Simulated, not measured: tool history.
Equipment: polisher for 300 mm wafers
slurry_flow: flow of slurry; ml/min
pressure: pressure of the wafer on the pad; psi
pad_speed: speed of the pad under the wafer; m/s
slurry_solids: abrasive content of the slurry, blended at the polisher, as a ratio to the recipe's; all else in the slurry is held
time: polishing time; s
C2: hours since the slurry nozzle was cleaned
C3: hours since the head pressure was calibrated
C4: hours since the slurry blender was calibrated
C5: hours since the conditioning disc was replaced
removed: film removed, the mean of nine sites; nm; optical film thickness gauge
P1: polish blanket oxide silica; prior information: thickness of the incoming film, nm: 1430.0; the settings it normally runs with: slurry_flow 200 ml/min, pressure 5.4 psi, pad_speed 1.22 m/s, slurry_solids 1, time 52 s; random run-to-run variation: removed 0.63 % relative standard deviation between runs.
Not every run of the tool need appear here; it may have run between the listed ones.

{"run": 1, "hour": 11.7, "slurry_flow": 200, "pressure": 5.4, "pad_speed": 1.22, "slurry_solids": 1, "time": 52, "wafers polished on this pad": 770, "C2": 269.2, "C3": 529.9, "C4": 101.5, "C5": 163, "removed": 241.25}
{"run": 2, "hour": 22.9, "slurry_flow": 200, "pressure": 5.4, "pad_speed": 1.22, "slurry_solids": 0.55, "time": 52, "wafers polished on this pad": 847, "C2": 280.4, "C3": 541.1, "C4": 112.7, "C5": 174.2, "removed": 175.63}
{"hour": 27.0, "done": "slurry nozzle cleaned"}
{"run": 3, "hour": 31.5, "slurry_flow": 200, "pressure": 8.4, "pad_speed": 1.22, "slurry_solids": 1, "time": 52, "wafers polished on this pad": 906, "C2": 4.5, "C3": 549.7, "C4": 121.3, "C5": 182.8, "removed": 375.04}
{"run": 4, "hour": 39.1, "slurry_flow": 200, "pressure": 7.8, "pad_speed": 1.72, "slurry_solids": 1, "time": 52, "wafers polished on this pad": 958, "C2": 12.1, "C3": 557.3, "C4": 128.9, "C5": 190.4, "removed": 457.91}
{"run": 5, "hour": 50.1, "slurry_flow": 300, "pressure": 5.4, "pad_speed": 1.22, "slurry_solids": 1, "time": 52, "wafers polished on this pad": 1034, "C2": 23.1, "C3": 568.3, "C4": 139.9, "C5": 201.4, "removed": 252.56}
{"run": 6, "hour": 61.5, "slurry_flow": 200, "pressure": 5.4, "pad_speed": 1.22, "slurry_solids": 1, "time": 52, "wafers polished on this pad": 1113, "C2": 34.5, "C3": 579.7, "C4": 151.3, "C5": 212.8, "removed": 239.21}
{"run": 7, "hour": 69.4, "slurry_flow": 200, "pressure": 5.4, "pad_speed": 1.22, "slurry_solids": 1, "time": 52, "wafers polished on this pad": 1167, "C2": 42.4, "C3": 587.6, "C4": 159.2, "C5": 220.7, "removed": 240.88}
{"run": 8, "hour": 75.3, "slurry_flow": 200, "pressure": 5.4, "pad_speed": 1.22, "slurry_solids": 1.5, "time": 73, "wafers polished on this pad": 1208, "C2": 48.3, "C3": 593.5, "C4": 165.1, "C5": 226.6, "removed": 401.53}
{"run": 9, "hour": 82.9, "slurry_flow": 200, "pressure": 5.4, "pad_speed": 1.22, "slurry_solids": 1, "time": 24, "wafers polished on this pad": 1260, "C2": 55.9, "C3": 601.1, "C4": 172.7, "C5": 234.2, "removed": 110.45}
{"run": 10, "hour": 88.7, "slurry_flow": 200, "pressure": 5.4, "pad_speed": 0.54, "slurry_solids": 1, "time": 52, "wafers polished on this pad": 1300, "C2": 61.7, "C3": 606.9, "C4": 178.5, "C5": 240, "removed": 125.59}
{"run": 11, "hour": 98.8, "slurry_flow": 200, "pressure": 5.4, "pad_speed": 1.22, "slurry_solids": 1, "time": 52, "wafers polished on this pad": 1370, "C2": 71.8, "C3": 617, "C4": 188.6, "C5": 250.1, "removed": 239.98}
{"run": 12, "hour": 106.9, "slurry_flow": 200, "pressure": 5.4, "pad_speed": 1.22, "slurry_solids": 1, "time": 52, "wafers polished on this pad": 1425, "C2": 79.9, "C3": 625.1, "C4": 196.7, "C5": 258.2, "removed": 242.98}
{"run": 13, "hour": 118.4, "slurry_flow": 200, "pressure": 5.4, "pad_speed": 1.22, "slurry_solids": 1, "time": 81, "wafers polished on this pad": 1505, "C2": 91.4, "C3": 636.6, "C4": 208.2, "C5": 269.7, "removed": 375.75}
{"run": 14, "hour": 126.1, "slurry_flow": 120, "pressure": 5.4, "pad_speed": 1.22, "slurry_solids": 1, "time": 52, "wafers polished on this pad": 1558, "C2": 99.1, "C3": 644.3, "C4": 215.9, "C5": 277.4, "removed": 219.03}
{"run": 15, "hour": 134.2, "slurry_flow": 200, "pressure": 2.7, "pad_speed": 1.22, "slurry_solids": 1, "time": 52, "wafers polished on this pad": 1613, "C2": 107.2, "C3": 652.4, "C4": 224, "C5": 285.5, "removed": 120.94}
{"run": 16, "hour": 146.3, "slurry_flow": 200, "pressure": 5.4, "pad_speed": 1.22, "slurry_solids": 1.3, "time": 52, "wafers polished on this pad": 1697, "C2": 119.3, "C3": 664.5, "C4": 236.1, "C5": 297.6, "removed": 268.95}
{"run": 17, "hour": 157.7, "slurry_flow": 200, "pressure": 5.4, "pad_speed": 1.9, "slurry_solids": 1, "time": 52, "wafers polished on this pad": 1775, "C2": 130.7, "C3": 675.9, "C4": 247.5, "C5": 309, "removed": 341.14}
{"run": 18, "hour": 166.2, "slurry_flow": 200, "pressure": 5.4, "pad_speed": 1.22, "slurry_solids": 1, "time": 52, "wafers polished on this pad": 1834, "C2": 139.2, "C3": 684.4, "C4": 256, "C5": 317.5, "removed": 240.3}
{"run": 19, "hour": 172.3, "slurry_flow": 200, "pressure": 5.4, "pad_speed": 1.22, "slurry_solids": 1, "time": 52, "wafers polished on this pad": 1876, "C2": 145.3, "C3": 690.5, "C4": 262.1, "C5": 323.6, "removed": 233.22}
{"run": 20, "hour": 181.9, "slurry_flow": 200, "pressure": 5.4, "pad_speed": 1.22, "slurry_solids": 1, "time": 52, "wafers polished on this pad": 1942, "C2": 154.9, "C3": 700.1, "C4": 271.7, "C5": 333.2, "removed": 224.47}
{"run": 21, "hour": 193.1, "slurry_flow": 200, "pressure": 5.4, "pad_speed": 1.22, "slurry_solids": 1, "time": 52, "wafers polished on this pad": 2019, "C2": 166.1, "C3": 711.3, "C4": 282.9, "C5": 344.4, "removed": 214.77}

Run 22, settings as shown, results not yet in. Your forecast:
{"run": 22, "hour": 200.7, "slurry_flow": 200, "pressure": 5.4, "pad_speed": 1.22, "slurry_solids": 1, "time": 52, "wafers polished on this pad": 2071, "C2": 173.7, "C3": 718.9, "C4": 290.5, "C5": 352, "removed": "?"}

Run 22 measured removed 212.84 nm.

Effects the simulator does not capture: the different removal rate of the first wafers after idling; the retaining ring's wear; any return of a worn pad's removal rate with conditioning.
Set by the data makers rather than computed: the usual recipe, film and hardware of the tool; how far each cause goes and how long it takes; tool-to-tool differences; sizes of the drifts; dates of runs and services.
